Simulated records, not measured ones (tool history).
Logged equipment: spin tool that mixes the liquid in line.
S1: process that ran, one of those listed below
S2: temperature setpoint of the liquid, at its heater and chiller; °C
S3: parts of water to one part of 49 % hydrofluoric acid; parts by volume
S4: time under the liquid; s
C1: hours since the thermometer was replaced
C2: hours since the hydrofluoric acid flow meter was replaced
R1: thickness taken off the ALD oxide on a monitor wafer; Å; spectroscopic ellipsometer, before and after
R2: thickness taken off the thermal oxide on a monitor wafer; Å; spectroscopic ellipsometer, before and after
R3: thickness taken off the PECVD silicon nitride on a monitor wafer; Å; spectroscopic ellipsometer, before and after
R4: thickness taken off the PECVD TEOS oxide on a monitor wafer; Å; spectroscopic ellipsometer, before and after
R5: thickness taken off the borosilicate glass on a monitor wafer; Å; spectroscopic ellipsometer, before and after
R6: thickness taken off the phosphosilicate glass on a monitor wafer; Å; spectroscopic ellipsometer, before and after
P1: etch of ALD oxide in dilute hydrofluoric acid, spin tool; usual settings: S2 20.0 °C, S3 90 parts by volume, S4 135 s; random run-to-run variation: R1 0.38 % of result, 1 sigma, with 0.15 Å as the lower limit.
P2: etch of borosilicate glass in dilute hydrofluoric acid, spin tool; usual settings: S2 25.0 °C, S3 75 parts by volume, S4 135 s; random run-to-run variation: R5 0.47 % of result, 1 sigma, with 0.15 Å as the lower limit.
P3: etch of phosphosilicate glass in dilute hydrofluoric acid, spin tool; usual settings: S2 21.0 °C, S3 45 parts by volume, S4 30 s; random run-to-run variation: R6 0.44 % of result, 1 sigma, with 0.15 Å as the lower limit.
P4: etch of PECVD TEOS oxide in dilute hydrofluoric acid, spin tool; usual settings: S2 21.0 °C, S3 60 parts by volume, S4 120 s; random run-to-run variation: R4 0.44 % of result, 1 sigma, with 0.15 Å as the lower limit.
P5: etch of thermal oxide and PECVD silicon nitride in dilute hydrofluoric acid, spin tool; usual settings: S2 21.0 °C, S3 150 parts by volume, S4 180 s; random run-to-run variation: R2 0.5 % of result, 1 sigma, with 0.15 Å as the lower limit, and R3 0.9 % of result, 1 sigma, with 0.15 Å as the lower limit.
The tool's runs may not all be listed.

| run | hour | S1 | S2 | S3 | S4 | C1 | C2 | R1 | R2 | R3 | R4 | R5 | R6 |
|---|---|---|---|---|---|---|---|---|---|---|---|---|---|
| 1 | 4.1 | P1 | 20.0 | 90 | 135 | 369.7 | 412.4 | 207.040 |  |  |  |  |  |
| 2 | 8.6 | P1 | 20.0 | 135 | 135 | 374.2 | 416.9 | 131.240 |  |  |  |  |  |
| 3 | 11.8 | P1 | 17.0 | 90 | 230 | 377.4 | 420.1 | 308.900 |  |  |  |  |  |
| 4 | 16.8 | P1 | 27.0 | 90 | 135 | 382.4 | 425.1 | 273.580 |  |  |  |  |  |
| 5 | 19.1 | P1 | 20.0 | 90 | 135 | 384.7 | 427.4 | 207.250 |  |  |  |  |  |
| 6 | 21.6 | P5 | 21.0 | 50 | 180 | 387.2 | 429.9 |  | 161.740 | 76.797 |  |  |  |
| 7 | 25.7 | P4 | 21.0 | 60 | 180 | 391.3 | 434.0 |  |  |  | 374.55 |  |  |
| 8 | 29.4 | P4 | 21.0 | 95 | 120 | 395.0 | 437.7 |  |  |  | 151.40 |  |  |
| 9 | 33.5 | P1 | 17.0 | 90 | 135 | 399.1 | 441.8 | 181.560 |  |  |  |  |  |
| 10 | 36.4 | P1 | 20.0 | 90 | 135 | 402.0 | 444.7 | 206.420 |  |  |  |  |  |
| 11 | 39.7 | P2 | 25.0 | 75 | 135 | 405.3 | 448.0 |  |  |  |  | 537.41 |  |
| 12 | 42.8 | P5 | 21.0 | 150 | 95 | 408.4 | 451.1 |  | 25.301 | 14.122 |  |  |  |
| 13 | 47.4 | P5 | 21.0 | 150 | 180 | 413.0 | 455.7 |  | 47.509 | 27.081 |  |  |  |
| 14 | 52.0 | P1 | 20.0 | 90 | 135 | 417.6 | 460.3 | 205.040 |  |  |  |  |  |
| 15 | 56.4 | P2 | 25.0 | 75 | 210 | 422.0 | 464.7 |  |  |  |  | 837.44 |  |
| 16 | 60.2 | P1 | 20.0 | 90 | 270 | 425.8 | 468.5 | 412.850 |  |  |  |  |  |
| 17 | 64.7 | P2 | 32.5 | 75 | 135 | 430.3 | 473.0 |  |  |  |  | 722.55 |  |
| 18 | 66.9 | P1 | 17.0 | 90 | 20 | 432.5 | 475.2 | 26.843 |  |  |  |  |  |
| 19 | 71.7 | P1 | 20.0 | 25 | 35 | 437.3 | 480.0 | 208.310 |  |  |  |  |  |
| 20 | 74.9 | P3 | 21.0 | 30 | 30 | 440.5 | 483.2 |  |  |  |  |  | 1214.20 |
| 21 | 79.2 | P4 | 21.0 | 60 | 120 | 444.8 | 487.5 |  |  |  | 249.05 |  |  |
| 22 | 82.7 | P1 | 20.0 | 90 | 135 | 448.3 | 491.0 | 205.280 |  |  |  |  |  |
| 23 | 86.3 | P2 | 25.0 | 30 | 135 | 451.9 | 494.6 |  |  |  |  | 1426.70 |  |
| 24 | 90.2 | P3 | 21.0 | 45 | 15 | 455.8 | 498.5 |  |  |  |  |  | 400.11 |
| 25 | 93.8 | P1 | 20.0 | 90 | 60 | 459.4 | 502.1 | 92.140 |  |  |  |  |  |
| 26 | 97.1 | P3 | 21.0 | 45 | 30 | 462.7 | 505.4 |  |  |  |  |  | 798.60 |
| 27 | 99.6 | P3 | 17.0 | 45 | 30 | 465.2 | 507.9 |  |  |  |  |  | 668.30 |
| 28 | 102.5 | P5 | 17.0 | 150 | 180 | 468.1 | 510.8 |  | 40.177 | 20.494 |  |  |  |
| 29 | 107.0 | P1 | 20.0 | 50 | 135 | 472.6 | 515.3 | 390.390 |  |  |  |  |  |
| 30 | 110.4 | P4 | 29.0 | 60 | 120 | 476.0 | 518.7 |  |  |  | 345.91 |  |  |
| 31 | 113.4 | P1 | 20.0 | 90 | 135 | 479.0 | 521.7 | 206.490 |  |  |  |  |  |
| 32 | 117.2 | P1 | 20.0 | 90 | 135 | 482.8 | 525.5 | 201.480 |  |  |  |  |  |
| 33 | 119.9 | P1 | 20.0 | 90 | 135 | 485.5 | 528.2 | 199.980 |  |  |  |  |  |
| 34 | 122.9 | P1 | 20.0 | 90 | 135 | 488.5 | 531.2 | 199.010 |  |  |  |  |  |
| 35 | 128.0 | P1 | 20.0 | 90 | 135 | 493.6 | 536.3 | 195.790 |  |  |  |  |  |
| 36 | 132.9 | P1 | 20.0 | 90 | 135 | 498.5 | 541.2 | 193.680 |  |  |  |  |  |
| 37 | 135.4 | P1 | 20.0 | 90 | 135 | 501.0 | 543.7 | 194.240 |  |  |  |  |  |
| 38 | 139.9 | P1 | 20.0 | 90 | 135 | 505.5 | 548.2 | 193.240 |  |  |  |  |  |
| 39 | 142.7 | P1 | 20.0 | 90 | 135 | 508.3 | 551.0 | 192.200 |  |  |  |  |  |
| 40 | 147.6 | P1 | 20.0 | 90 | 135 | 513.2 | 555.9 | 192.250 |  |  |  |  |  |
| 41 | 152.4 | P1 | 20.0 | 90 | 135 | 518.0 | 560.7 | 191.100 |  |  |  |  |  |

P1 has crept away from where it was. The log is fitted equally well by each of these 2 causes, at the sizes shown:
A: hydrofluoric acid flow below the setpoint (%) = 6.32
B: liquid colder than its thermometer reads (K) = 1.74
The onset of the drift is placed at about hour 113.4.

Below are 4 check runs, each averaged over 3 wafers, with their results shown as question marks. Which of them would give clearly different results depending on which cause is behind the drift?
| check 1 | 157.2 | P4 | 21.0 | 60 | 120 |  |  |  |  |  | ? |  |  |
| check 2 | 157.2 | P2 | 25.0 | 75 | 135 |  |  |  |  |  |  | ? |  |
| check 3 | 157.2 | P5 | 21.0 | 150 | 180 |  |  |  | ? | ? |  |  |  |
| check 4 | 157.2 | P3 | 21.0 | 45 | 30 |  |  |  |  |  |  |  | ? |

Predicted outcomes, by check and by cause:
| check | result | if A | if B |
|---|---|---|---|
| check 1 | R4 | 233.14 | 232.42 |
| check 2 | R5 | 499.41 | 500.27 |
| check 3 | R2 | 44.015 | 44.318 |
| check 3 | R3 | 25.004 | 23.731 |
| check 4 | R6 | 744.85 | 741.16 |
Minimum pairwise separation of causes per check, each pair taken at its best-separating result: check 1 0.31 %; check 2 0.17 %; check 3 5.23 %; check 4 0.5 %
Check 3 tells the causes apart: in the others they would give nearly the same result.

Then check 3 was run and gave: R2 44.107 Å; R3 23.834 Å. Which cause is it?

Of the candidate causes, it is B: liquid colder than its thermometer reads (K).
